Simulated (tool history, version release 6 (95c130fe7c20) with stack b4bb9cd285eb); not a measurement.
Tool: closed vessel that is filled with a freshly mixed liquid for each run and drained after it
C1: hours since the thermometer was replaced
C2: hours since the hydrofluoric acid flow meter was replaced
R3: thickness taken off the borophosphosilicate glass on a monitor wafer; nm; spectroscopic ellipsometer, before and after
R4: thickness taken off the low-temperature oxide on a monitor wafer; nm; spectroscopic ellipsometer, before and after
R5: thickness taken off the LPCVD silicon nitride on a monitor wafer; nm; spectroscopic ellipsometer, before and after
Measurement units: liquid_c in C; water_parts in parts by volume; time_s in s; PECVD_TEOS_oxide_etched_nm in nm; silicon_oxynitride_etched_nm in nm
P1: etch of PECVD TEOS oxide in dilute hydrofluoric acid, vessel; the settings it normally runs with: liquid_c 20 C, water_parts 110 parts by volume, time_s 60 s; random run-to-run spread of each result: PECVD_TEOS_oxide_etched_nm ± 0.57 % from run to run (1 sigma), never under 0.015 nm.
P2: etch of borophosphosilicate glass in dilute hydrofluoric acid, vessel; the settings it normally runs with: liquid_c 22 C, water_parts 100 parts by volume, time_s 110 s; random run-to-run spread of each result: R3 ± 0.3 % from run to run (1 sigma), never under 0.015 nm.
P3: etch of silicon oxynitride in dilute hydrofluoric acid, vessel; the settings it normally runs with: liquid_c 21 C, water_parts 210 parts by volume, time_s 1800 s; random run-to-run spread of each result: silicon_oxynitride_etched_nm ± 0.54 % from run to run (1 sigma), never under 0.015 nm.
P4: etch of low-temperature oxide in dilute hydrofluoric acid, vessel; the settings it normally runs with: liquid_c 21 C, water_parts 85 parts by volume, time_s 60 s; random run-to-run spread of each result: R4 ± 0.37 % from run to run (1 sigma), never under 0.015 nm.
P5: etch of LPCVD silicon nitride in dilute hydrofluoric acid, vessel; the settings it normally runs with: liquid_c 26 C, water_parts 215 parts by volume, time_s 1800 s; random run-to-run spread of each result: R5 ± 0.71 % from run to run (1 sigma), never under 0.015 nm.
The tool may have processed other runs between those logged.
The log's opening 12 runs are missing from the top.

{"run": 13, "hour": 41.9, "process": "P1", "liquid_c": 20, "water_parts": 200, "time_s": 60, "C1": 2238.7, "C2": 1332.5, "PECVD_TEOS_oxide_etched_nm": 5.2893}
{"run": 14, "hour": 45.6, "process": "P1", "liquid_c": 17, "water_parts": 110, "time_s": 60, "C1": 2242.4, "C2": 1336.2, "PECVD_TEOS_oxide_etched_nm": 9.3947}
{"run": 15, "hour": 47.5, "process": "P2", "liquid_c": 22, "water_parts": 100, "time_s": 200, "C1": 2244.3, "C2": 1338.1, "R3": 100.74}
{"run": 16, "hour": 49.4, "process": "P5", "liquid_c": 26, "water_parts": 215, "time_s": 1800, "C1": 2246.2, "C2": 1340, "R5": 3.8132}
{"run": 17, "hour": 52.8, "process": "P1", "liquid_c": 24, "water_parts": 65, "time_s": 60, "C1": 2249.6, "C2": 1343.4, "PECVD_TEOS_oxide_etched_nm": 22.555}
{"run": 18, "hour": 55.1, "process": "P5", "liquid_c": 26, "water_parts": 375, "time_s": 1800, "C1": 2251.9, "C2": 1345.7, "R5": 2.2266}
{"run": 19, "hour": 57.5, "process": "P5", "liquid_c": 26, "water_parts": 215, "time_s": 890, "C1": 2254.3, "C2": 1348.1, "R5": 1.8653}
{"run": 20, "hour": 60.2, "process": "P1", "liquid_c": 20, "water_parts": 25, "time_s": 60, "C1": 2257, "C2": 1350.8, "PECVD_TEOS_oxide_etched_nm": 51.655}
{"run": 21, "hour": 64.3, "process": "P3", "liquid_c": 21, "water_parts": 210, "time_s": 640, "C1": 2261.1, "C2": 1354.9, "silicon_oxynitride_etched_nm": 4.8255}
{"run": 22, "hour": 66.7, "process": "P2", "liquid_c": 22, "water_parts": 100, "time_s": 110, "C1": 2263.5, "C2": 1357.3, "R3": 55.448}
{"run": 23, "hour": 69.6, "process": "P4", "liquid_c": 21, "water_parts": 85, "time_s": 60, "C1": 2266.4, "C2": 1360.2, "R4": 11.915}
{"hour": 73.0, "done": "thermometer replaced"}
{"run": 24, "hour": 73.3, "process": "P1", "liquid_c": 20, "water_parts": 110, "time_s": 60, "C1": 0.4, "C2": 1363.9, "PECVD_TEOS_oxide_etched_nm": 10.803}
{"run": 25, "hour": 76.5, "process": "P3", "liquid_c": 21, "water_parts": 210, "time_s": 1800, "C1": 3.6, "C2": 1367.1, "silicon_oxynitride_etched_nm": 13.516}
{"run": 26, "hour": 80.5, "process": "P4", "liquid_c": 21, "water_parts": 40, "time_s": 60, "C1": 7.6, "C2": 1371.1, "R4": 26.699}

For run 27, what comes out?
{"run": 27, "hour": 84.0, "process": "P5", "liquid_c": 17.5, "water_parts": 215, "time_s": 1800, "C1": 11.1, "C2": 1374.6, "R5": "?"}

Run 27 yielded R5 2.1537 nm.

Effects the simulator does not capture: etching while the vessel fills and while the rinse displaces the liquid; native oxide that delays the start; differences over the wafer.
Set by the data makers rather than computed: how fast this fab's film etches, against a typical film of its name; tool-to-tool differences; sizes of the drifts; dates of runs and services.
